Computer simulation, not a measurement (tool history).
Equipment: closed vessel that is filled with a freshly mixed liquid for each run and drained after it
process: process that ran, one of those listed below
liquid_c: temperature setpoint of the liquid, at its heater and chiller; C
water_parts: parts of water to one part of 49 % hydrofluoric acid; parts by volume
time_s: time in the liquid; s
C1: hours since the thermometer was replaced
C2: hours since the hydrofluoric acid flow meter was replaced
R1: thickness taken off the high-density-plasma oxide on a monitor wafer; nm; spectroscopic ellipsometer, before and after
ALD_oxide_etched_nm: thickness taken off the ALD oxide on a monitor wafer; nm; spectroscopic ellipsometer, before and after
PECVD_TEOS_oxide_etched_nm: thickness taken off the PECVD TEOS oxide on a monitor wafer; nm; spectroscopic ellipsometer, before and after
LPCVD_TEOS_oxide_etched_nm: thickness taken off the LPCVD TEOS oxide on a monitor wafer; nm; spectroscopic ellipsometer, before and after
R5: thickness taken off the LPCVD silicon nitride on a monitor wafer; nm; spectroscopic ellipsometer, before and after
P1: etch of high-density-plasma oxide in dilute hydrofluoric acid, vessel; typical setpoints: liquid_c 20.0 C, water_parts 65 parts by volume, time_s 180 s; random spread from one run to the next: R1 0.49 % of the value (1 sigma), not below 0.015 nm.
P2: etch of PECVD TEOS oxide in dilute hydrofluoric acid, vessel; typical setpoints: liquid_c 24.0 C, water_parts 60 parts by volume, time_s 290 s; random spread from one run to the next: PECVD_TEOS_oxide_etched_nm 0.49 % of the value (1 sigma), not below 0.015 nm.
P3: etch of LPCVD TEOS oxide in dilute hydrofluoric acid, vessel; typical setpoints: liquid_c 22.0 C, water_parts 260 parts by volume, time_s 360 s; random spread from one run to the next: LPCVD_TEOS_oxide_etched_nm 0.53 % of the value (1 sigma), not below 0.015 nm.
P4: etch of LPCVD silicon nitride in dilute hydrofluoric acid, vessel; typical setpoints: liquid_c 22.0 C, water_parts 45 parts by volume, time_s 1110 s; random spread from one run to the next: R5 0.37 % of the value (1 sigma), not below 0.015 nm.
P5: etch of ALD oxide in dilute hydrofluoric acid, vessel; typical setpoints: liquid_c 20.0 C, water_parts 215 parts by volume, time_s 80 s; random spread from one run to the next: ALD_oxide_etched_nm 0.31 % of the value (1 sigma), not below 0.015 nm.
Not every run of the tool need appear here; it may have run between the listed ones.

run 1 hour=9.8 | process=P1 liquid_c=20.0 water_parts=65 time_s=180 | C1=785.7 C2=378.0 | R1=19.7980
run 2 hour=23.9 | process=P1 liquid_c=20.0 water_parts=35 time_s=180 | C1=799.8 C2=392.1 | R1=38.4110
run 3 hour=34.5 | process=P5 liquid_c=20.0 water_parts=215 time_s=80 | C1=810.4 C2=402.7 | ALD_oxide_etched_nm=8.8559
run 4 hour=45.7 | process=P2 liquid_c=24.0 water_parts=60 time_s=290 | C1=821.6 C2=413.9 | PECVD_TEOS_oxide_etched_nm=42.999
run 5 hour=59.0 | process=P3 liquid_c=22.0 water_parts=105 time_s=360 | C1=834.9 C2=427.2 | LPCVD_TEOS_oxide_etched_nm=133.340
run 6 hour=72.5 | process=P1 liquid_c=20.0 water_parts=65 time_s=180 | C1=848.4 C2=440.7 | R1=19.8330
run 7 hour=86.9 | process=P1 liquid_c=20.0 water_parts=65 time_s=85 | C1=862.8 C2=455.1 | R1=9.2217
run 8 hour=97.4 | process=P2 liquid_c=24.0 water_parts=60 time_s=160 | C1=873.3 C2=465.6 | PECVD_TEOS_oxide_etched_nm=23.692
run 9 hour=105.8 | process=P4 liquid_c=22.0 water_parts=45 time_s=1110 | C1=881.7 C2=474.0 | R5=11.7750
run 10 hour=120.3 | process=P2 liquid_c=18.0 water_parts=60 time_s=290 | C1=896.2 C2=488.5 | PECVD_TEOS_oxide_etched_nm=33.483
run 11 hour=134.8 | process=P1 liquid_c=20.0 water_parts=65 time_s=180 | C1=910.7 C2=503.0 | R1=19.7000
run 12 hour=143.9 | process=P2 liquid_c=24.0 water_parts=20 time_s=290 | C1=919.8 C2=512.1 | PECVD_TEOS_oxide_etched_nm=135.070
run 13 hour=155.2 | process=P5 liquid_c=20.0 water_parts=215 time_s=35 | C1=931.1 C2=523.4 | ALD_oxide_etched_nm=3.8551
run 14 hour=166.8 | process=P1 liquid_c=20.0 water_parts=65 time_s=180 | C1=942.7 C2=535.0 | R1=19.8630
run 15 hour=179.9 | process=P3 liquid_c=22.0 water_parts=260 time_s=575 | C1=955.8 C2=548.1 | LPCVD_TEOS_oxide_etched_nm=72.677
run 16 hour=193.2 | process=P3 liquid_c=27.0 water_parts=260 time_s=360 | C1=969.1 C2=561.4 | LPCVD_TEOS_oxide_etched_nm=54.631
run 17 hour=207.0 | process=P4 liquid_c=17.0 water_parts=45 time_s=1110 | C1=982.9 C2=575.2 | R5=8.2812
run 18 hour=216.1 | process=P3 liquid_c=22.0 water_parts=260 time_s=360 | C1=992.0 C2=584.3 | LPCVD_TEOS_oxide_etched_nm=45.776
run 19 hour=227.1 | process=P1 liquid_c=20.0 water_parts=65 time_s=180 | C1=1003.0 C2=595.3 | R1=19.8970
run 20 hour=238.8 | process=P4 liquid_c=22.0 water_parts=75 time_s=1110 | C1=1014.7 C2=607.0 | R5=7.2109
run 21 hour=250.0 | process=P1 liquid_c=27.5 water_parts=65 time_s=180 | C1=1025.9 C2=618.2 | R1=26.9400
run 22 hour=262.8 | process=P5 liquid_c=17.0 water_parts=215 time_s=80 | C1=1038.7 C2=631.0 | ALD_oxide_etched_nm=7.8718
run 23 hour=270.9 | process=P4 liquid_c=22.0 water_parts=45 time_s=1690 | C1=1046.8 C2=639.1 | R5=17.9740
run 24 hour=278.5 | process=P1 liquid_c=20.0 water_parts=65 time_s=180 | C1=1054.4 C2=646.7 | R1=19.7710
-- hour=290.5 hydrofluoric acid flow meter replaced
run 25 hour=293.0 | process=P1 liquid_c=17.0 water_parts=65 time_s=180 | C1=1068.9 C2=2.6 | R1=17.4450
run 26 hour=308.0 | process=P1 liquid_c=17.0 water_parts=65 time_s=105 | C1=1083.9 C2=17.6 | R1=10.0930
run 27 hour=315.8 | process=P1 liquid_c=20.0 water_parts=65 time_s=320 | C1=1091.7 C2=25.4 | R1=35.1320
run 28 hour=329.0 | process=P1 liquid_c=20.0 water_parts=110 time_s=180 | C1=1104.9 C2=38.6 | R1=11.1390
run 29 hour=337.3 | process=P5 liquid_c=20.0 water_parts=80 time_s=80 | C1=1113.2 C2=46.9 | ALD_oxide_etched_nm=27.3080
run 30 hour=350.8 | process=P2 liquid_c=24.0 water_parts=60 time_s=290 | C1=1126.7 C2=60.4 | PECVD_TEOS_oxide_etched_nm=42.693
run 31 hour=360.6 | process=P1 liquid_c=20.0 water_parts=65 time_s=180 | C1=1136.5 C2=70.2 | R1=19.8280
run 32 hour=370.5 | process=P1 liquid_c=20.0 water_parts=65 time_s=180 | C1=1146.4 C2=80.1 | R1=20.2610
run 33 hour=377.5 | process=P1 liquid_c=20.0 water_parts=65 time_s=180 | C1=1153.4 C2=87.1 | R1=20.5320
run 34 hour=391.5 | process=P1 liquid_c=20.0 water_parts=65 time_s=180 | C1=1167.4 C2=101.1 | R1=20.9280
run 35 hour=404.0 | process=P1 liquid_c=20.0 water_parts=65 time_s=180 | C1=1179.9 C2=113.6 | R1=20.9110
run 36 hour=418.6 | process=P1 liquid_c=20.0 water_parts=65 time_s=180 | C1=1194.5 C2=128.2 | R1=21.0720
run 37 hour=431.0 | process=P1 liquid_c=20.0 water_parts=65 time_s=180 | C1=1206.9 C2=140.6 | R1=21.1350
run 38 hour=443.6 | process=P1 liquid_c=20.0 water_parts=65 time_s=180 | C1=1219.5 C2=153.2 | R1=21.1770

What P1 gives has crept away from where it was. These 2 causes fit the log equally well, each at the size given:
A: liquid hotter than its thermometer reads (K) = 1.58
B: hydrofluoric acid flow above the setpoint (%) = 6.32
At approximately hour 360.6, the process output began to creep.

Listed below are the offered check runs, one wafer per run, with question marks in place of results. For which of them would the causes give clearly different outcomes?
run check 1 hour=456.2 | process=P2 liquid_c=24.0 water_parts=20 time_s=290 | PECVD_TEOS_oxide_etched_nm=?
run check 2 hour=456.2 | process=P4 liquid_c=17.0 water_parts=45 time_s=1110 | R5=?
run check 3 hour=456.2 | process=P3 liquid_c=26.5 water_parts=135 time_s=360 | LPCVD_TEOS_oxide_etched_nm=?
run check 4 hour=456.2 | process=P5 liquid_c=20.0 water_parts=105 time_s=80 | ALD_oxide_etched_nm=?

How each check would come out, cause by cause:
check=check_1 result=PECVD_TEOS_oxide_etched_nm if_A=144.710 if_B=144.220
check=check_2 result=R5 if_A=9.3478 if_B=8.8679
check=check_3 result=LPCVD_TEOS_oxide_etched_nm if_A=125.850 if_B=127.390
check=check_4 result=ALD_oxide_etched_nm if_A=21.5790 if_B=21.6660
Gap, in per cent, between the two causes that each check separates least, read from the result that separates them most: check 1 0.34 %; check 2 5.27 %; check 3 1.21 %; check 4 0.4 %
Check 2 distinguishes between the causes, while the remaining checks would return nearly the same result for all of them.

Running check 2 produced the following: R5 8.8527 nm. Which one of the listed causes fits?

Of the candidate causes, it is B: hydrofluoric acid flow above the setpoint (%).
